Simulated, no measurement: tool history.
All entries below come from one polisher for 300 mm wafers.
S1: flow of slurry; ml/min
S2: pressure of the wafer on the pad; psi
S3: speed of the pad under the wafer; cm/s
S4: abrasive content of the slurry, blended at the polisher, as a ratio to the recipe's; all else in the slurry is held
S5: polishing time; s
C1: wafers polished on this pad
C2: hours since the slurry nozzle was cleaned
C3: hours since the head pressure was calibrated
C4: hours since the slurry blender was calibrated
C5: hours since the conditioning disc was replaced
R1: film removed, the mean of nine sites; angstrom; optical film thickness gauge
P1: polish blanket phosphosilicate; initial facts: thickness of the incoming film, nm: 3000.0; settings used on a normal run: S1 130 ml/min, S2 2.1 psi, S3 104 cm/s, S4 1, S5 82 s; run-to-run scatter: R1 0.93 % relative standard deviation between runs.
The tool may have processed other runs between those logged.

run,hour,S1,S2,S3,S4,S5,C1,C2,C3,C4,C5,R1
1,9.4,130,2.1,104,1,82,302,87.3,226.9,145.3,192.9,5189.8
2,21.8,130,2.1,104,0.7,82,433,99.7,239.3,157.7,205.3,4421.3
3,35.1,80,2.1,104,1,82,574,113,252.6,171,218.6,4615.9
4,47.4,130,2.1,138,1,82,704,125.3,264.9,183.3,230.9,6619.3
5,58.4,130,2.1,104,1,37,820,136.3,275.9,194.3,241.9,2359.2
6,67.2,130,1.3,104,1,82,913,145.1,284.7,203.1,250.7,3259.3
7,79.2,130,2.1,104,1,82,1040,157.1,296.7,215.1,262.7,5321
8,93,130,2.1,104,1,82,1186,170.9,310.5,228.9,276.5,5251.9
# hour 99.5: slurry nozzle cleaned
9,106.8,190,2.1,104,1,82,1332,7.3,324.3,242.7,290.3,5636.1
10,118.5,130,2.1,104,1,82,1456,19,336,254.4,302,5255.7
11,127.3,130,2.1,52,1,82,1549,27.8,344.8,263.2,310.8,3057.7
12,134.3,130,1.3,104,1.25,82,1623,34.8,351.8,270.2,317.8,3621.2
13,146.3,130,2.1,104,1,112,1750,46.8,363.8,282.2,329.8,7240.6

Estimate the outcome of run 14 from the log above:
14,154.4,130,2.1,104,1,82,1836,54.9,371.9,290.3,337.9,?

Logged for run 14: R1 5249.2 angstrom.

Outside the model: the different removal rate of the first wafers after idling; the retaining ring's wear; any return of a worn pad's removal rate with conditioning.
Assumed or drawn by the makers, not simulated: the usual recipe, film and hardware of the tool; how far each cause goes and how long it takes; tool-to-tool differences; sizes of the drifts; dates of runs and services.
